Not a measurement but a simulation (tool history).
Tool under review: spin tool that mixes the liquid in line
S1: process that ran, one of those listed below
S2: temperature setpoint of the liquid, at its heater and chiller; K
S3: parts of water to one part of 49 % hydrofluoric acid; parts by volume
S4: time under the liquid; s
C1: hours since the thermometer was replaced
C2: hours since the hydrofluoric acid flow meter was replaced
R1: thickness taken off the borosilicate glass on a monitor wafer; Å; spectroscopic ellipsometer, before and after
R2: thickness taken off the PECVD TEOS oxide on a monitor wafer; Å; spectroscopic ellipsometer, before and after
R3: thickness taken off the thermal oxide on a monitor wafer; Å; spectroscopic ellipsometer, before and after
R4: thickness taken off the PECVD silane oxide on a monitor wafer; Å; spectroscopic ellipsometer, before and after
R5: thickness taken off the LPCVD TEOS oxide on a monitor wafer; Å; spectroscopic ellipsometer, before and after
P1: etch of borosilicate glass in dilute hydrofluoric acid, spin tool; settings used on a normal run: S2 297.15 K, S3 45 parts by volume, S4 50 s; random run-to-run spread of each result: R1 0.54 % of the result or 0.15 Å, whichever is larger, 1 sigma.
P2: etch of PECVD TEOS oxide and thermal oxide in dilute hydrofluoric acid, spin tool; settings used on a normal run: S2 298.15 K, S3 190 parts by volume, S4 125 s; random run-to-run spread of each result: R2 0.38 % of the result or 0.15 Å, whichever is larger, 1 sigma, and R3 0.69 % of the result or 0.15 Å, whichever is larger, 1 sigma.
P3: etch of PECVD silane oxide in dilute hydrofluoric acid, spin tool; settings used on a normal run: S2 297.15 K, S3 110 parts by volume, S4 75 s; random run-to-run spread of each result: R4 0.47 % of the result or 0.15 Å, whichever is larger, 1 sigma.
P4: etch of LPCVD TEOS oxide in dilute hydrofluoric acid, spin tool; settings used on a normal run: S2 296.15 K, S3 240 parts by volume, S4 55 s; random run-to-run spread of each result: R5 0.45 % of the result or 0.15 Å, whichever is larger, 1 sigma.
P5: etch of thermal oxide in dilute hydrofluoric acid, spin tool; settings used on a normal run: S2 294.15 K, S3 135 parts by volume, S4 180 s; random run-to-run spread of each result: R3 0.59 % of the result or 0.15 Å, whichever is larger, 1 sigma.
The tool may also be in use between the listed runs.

{"run": 1, "hour": 3.5, "S1": "P1", "S2": 297.15, "S3": 45, "S4": 50, "C1": 676.1, "C2": 722.8, "R1": 489.78}
{"run": 2, "hour": 6.2, "S1": "P1", "S2": 297.15, "S3": 45, "S4": 50, "C1": 678.8, "C2": 725.5, "R1": 488.05}
{"run": 3, "hour": 8.8, "S1": "P2", "S2": 298.15, "S3": 190, "S4": 15, "C1": 681.4, "C2": 728.1, "R2": 14.734, "R3": 3.6519}
{"run": 4, "hour": 11.8, "S1": "P5", "S2": 294.15, "S3": 135, "S4": 180, "C1": 684.4, "C2": 731.1, "R3": 55.748}
{"run": 5, "hour": 15.1, "S1": "P3", "S2": 297.15, "S3": 110, "S4": 75, "C1": 687.7, "C2": 734.4, "R4": 339.02}
{"run": 6, "hour": 17.8, "S1": "P3", "S2": 297.15, "S3": 50, "S4": 75, "C1": 690.4, "C2": 737.1, "R4": 800.09}
{"run": 7, "hour": 22.8, "S1": "P1", "S2": 291.65, "S3": 45, "S4": 50, "C1": 695.4, "C2": 742.1, "R1": 387.75}
{"run": 8, "hour": 27.5, "S1": "P1", "S2": 297.15, "S3": 20, "S4": 50, "C1": 700.1, "C2": 746.8, "R1": 1131.9}
{"run": 9, "hour": 32.4, "S1": "P1", "S2": 290.15, "S3": 30, "S4": 50, "C1": 705.0, "C2": 751.7, "R1": 554.91}
{"run": 10, "hour": 35.9, "S1": "P5", "S2": 294.15, "S3": 135, "S4": 90, "C1": 708.5, "C2": 755.2, "R3": 27.486}
{"run": 11, "hour": 40.7, "S1": "P3", "S2": 304.65, "S3": 110, "S4": 75, "C1": 713.3, "C2": 760.0, "R4": 449.63}
{"run": 12, "hour": 44.9, "S1": "P1", "S2": 297.15, "S3": 75, "S4": 50, "C1": 717.5, "C2": 764.2, "R1": 281.58}
{"run": 13, "hour": 49.1, "S1": "P5", "S2": 294.15, "S3": 35, "S4": 180, "C1": 721.7, "C2": 768.4, "R3": 241.56}
{"run": 14, "hour": 53.2, "S1": "P2", "S2": 298.15, "S3": 340, "S4": 125, "C1": 725.8, "C2": 772.5, "R2": 58.47, "R3": 14.088}
{"run": 15, "hour": 55.7, "S1": "P4", "S2": 296.15, "S3": 240, "S4": 55, "C1": 728.3, "C2": 775.0, "R5": 92.332}
{"run": 16, "hour": 60.7, "S1": "P3", "S2": 297.15, "S3": 110, "S4": 15, "C1": 733.3, "C2": 780.0, "R4": 67.882}
{"run": 17, "hour": 64.0, "S1": "P4", "S2": 296.15, "S3": 55, "S4": 55, "C1": 736.6, "C2": 783.3, "R5": 494.84}
{"run": 18, "hour": 68.9, "S1": "P1", "S2": 297.15, "S3": 45, "S4": 75, "C1": 741.5, "C2": 788.2, "R1": 735.97}
{"run": 19, "hour": 72.8, "S1": "P1", "S2": 297.15, "S3": 45, "S4": 50, "C1": 745.4, "C2": 792.1, "R1": 493.49}
{"run": 20, "hour": 77.7, "S1": "P1", "S2": 297.15, "S3": 45, "S4": 50, "C1": 750.3, "C2": 797.0, "R1": 486.77}
{"run": 21, "hour": 82.2, "S1": "P5", "S2": 290.15, "S3": 135, "S4": 180, "C1": 754.8, "C2": 801.5, "R3": 47.344}
{"run": 22, "hour": 84.7, "S1": "P1", "S2": 297.15, "S3": 45, "S4": 50, "C1": 757.3, "C2": 804.0, "R1": 484.62}
{"run": 23, "hour": 87.4, "S1": "P4", "S2": 296.15, "S3": 240, "S4": 15, "C1": 760.0, "C2": 806.7, "R5": 25.085}
{"run": 24, "hour": 91.3, "S1": "P4", "S2": 290.15, "S3": 240, "S4": 55, "C1": 763.9, "C2": 810.6, "R5": 73.047}
{"run": 25, "hour": 94.3, "S1": "P2", "S2": 303.65, "S3": 190, "S4": 125, "C1": 766.9, "C2": 813.6, "R2": 148.42, "R3": 34.981}
{"run": 26, "hour": 99.2, "S1": "P1", "S2": 297.15, "S3": 45, "S4": 25, "C1": 771.8, "C2": 818.5, "R1": 243.62}
{"run": 27, "hour": 104.1, "S1": "P2", "S2": 298.15, "S3": 190, "S4": 125, "C1": 776.7, "C2": 823.4, "R2": 123.02, "R3": 29.043}
{"run": 28, "hour": 108.5, "S1": "P4", "S2": 296.15, "S3": 240, "S4": 55, "C1": 781.1, "C2": 827.8, "R5": 92.204}
{"run": 29, "hour": 111.6, "S1": "P1", "S2": 297.15, "S3": 45, "S4": 50, "C1": 784.2, "C2": 830.9, "R1": 486.35}
{"run": 30, "hour": 116.2, "S1": "P1", "S2": 302.65, "S3": 45, "S4": 50, "C1": 788.8, "C2": 835.5, "R1": 612.46}
{"run": 31, "hour": 118.6, "S1": "P1", "S2": 297.15, "S3": 45, "S4": 50, "C1": 791.2, "C2": 837.9, "R1": 489.93}
{"run": 32, "hour": 122.6, "S1": "P1", "S2": 297.15, "S3": 45, "S4": 50, "C1": 795.2, "C2": 841.9, "R1": 473.74}
{"run": 33, "hour": 125.9, "S1": "P1", "S2": 297.15, "S3": 45, "S4": 50, "C1": 798.5, "C2": 845.2, "R1": 465.75}
{"run": 34, "hour": 128.9, "S1": "P1", "S2": 297.15, "S3": 45, "S4": 50, "C1": 801.5, "C2": 848.2, "R1": 466.02}
{"run": 35, "hour": 133.7, "S1": "P1", "S2": 297.15, "S3": 45, "S4": 50, "C1": 806.3, "C2": 853.0, "R1": 460.06}
{"run": 36, "hour": 136.4, "S1": "P1", "S2": 297.15, "S3": 45, "S4": 50, "C1": 809.0, "C2": 855.7, "R1": 458.08}
{"run": 37, "hour": 139.6, "S1": "P1", "S2": 297.15, "S3": 45, "S4": 50, "C1": 812.2, "C2": 858.9, "R1": 462.69}
{"run": 38, "hour": 143.8, "S1": "P1", "S2": 297.15, "S3": 45, "S4": 50, "C1": 816.4, "C2": 863.1, "R1": 453.95}
{"run": 39, "hour": 146.9, "S1": "P1", "S2": 297.15, "S3": 45, "S4": 50, "C1": 819.5, "C2": 866.2, "R1": 456.24}
{"run": 40, "hour": 150.1, "S1": "P1", "S2": 297.15, "S3": 45, "S4": 50, "C1": 822.7, "C2": 869.4, "R1": 460.4}
{"run": 41, "hour": 153.5, "S1": "P1", "S2": 297.15, "S3": 45, "S4": 50, "C1": 826.1, "C2": 872.8, "R1": 454.48}
{"run": 42, "hour": 158.0, "S1": "P1", "S2": 297.15, "S3": 45, "S4": 50, "C1": 830.6, "C2": 877.3, "R1": 452.77}

What P1 gives has crept off from where it sat before. The 2 causes that follow fit the log equally well, each at the size noted:
A: hydrofluoric acid flow below the setpoint (%) = 6.38
B: liquid colder than its thermometer reads (K) = 1.69
The onset of the drift is placed at about hour 118.6.

You are offered 4 check runs, listed below with question marks in place of their results; each one averages 5 wafers. Which run separates the listed causes by giving clearly different results for each?
{"run": "check 1", "hour": 162.5, "S1": "P2", "S2": 298.15, "S3": 340, "S4": 45, "R2": "?", "R3": "?"}
{"run": "check 2", "hour": 162.5, "S1": "P4", "S2": 296.15, "S3": 60, "S4": 55, "R5": "?"}
{"run": "check 3", "hour": 162.5, "S1": "P5", "S2": 294.15, "S3": 80, "S4": 180, "R3": "?"}
{"run": "check 4", "hour": 162.5, "S1": "P3", "S2": 297.15, "S3": 55, "S4": 25, "R4": "?"}

Predicted outcomes, by check and by cause:
check=check_1 result=R2 if_A=19.288 if_B=19.889
check=check_1 result=R3 if_A=4.5915 if_B=4.7345
check=check_2 result=R5 if_A=418.880 if_B=419.340
check=check_3 result=R3 if_A=93.1040 if_B=93.2960
check=check_4 result=R4 if_A=224.460 if_B=224.710
Smallest distance between any two causes, each pair judged by its most separating result, in per cent: check 1 3.07 %; check 2 0.11 %; check 3 0.21 %; check 4 0.11 %
The causes can be told apart only by check 1. The other checks would give nearly the same results under each of them.

Here is what check 1 returned: R2 19.900 Å; R3 4.7612 Å. Which cause is it?

Of the candidate causes, it is B: liquid colder than its thermometer reads (K).

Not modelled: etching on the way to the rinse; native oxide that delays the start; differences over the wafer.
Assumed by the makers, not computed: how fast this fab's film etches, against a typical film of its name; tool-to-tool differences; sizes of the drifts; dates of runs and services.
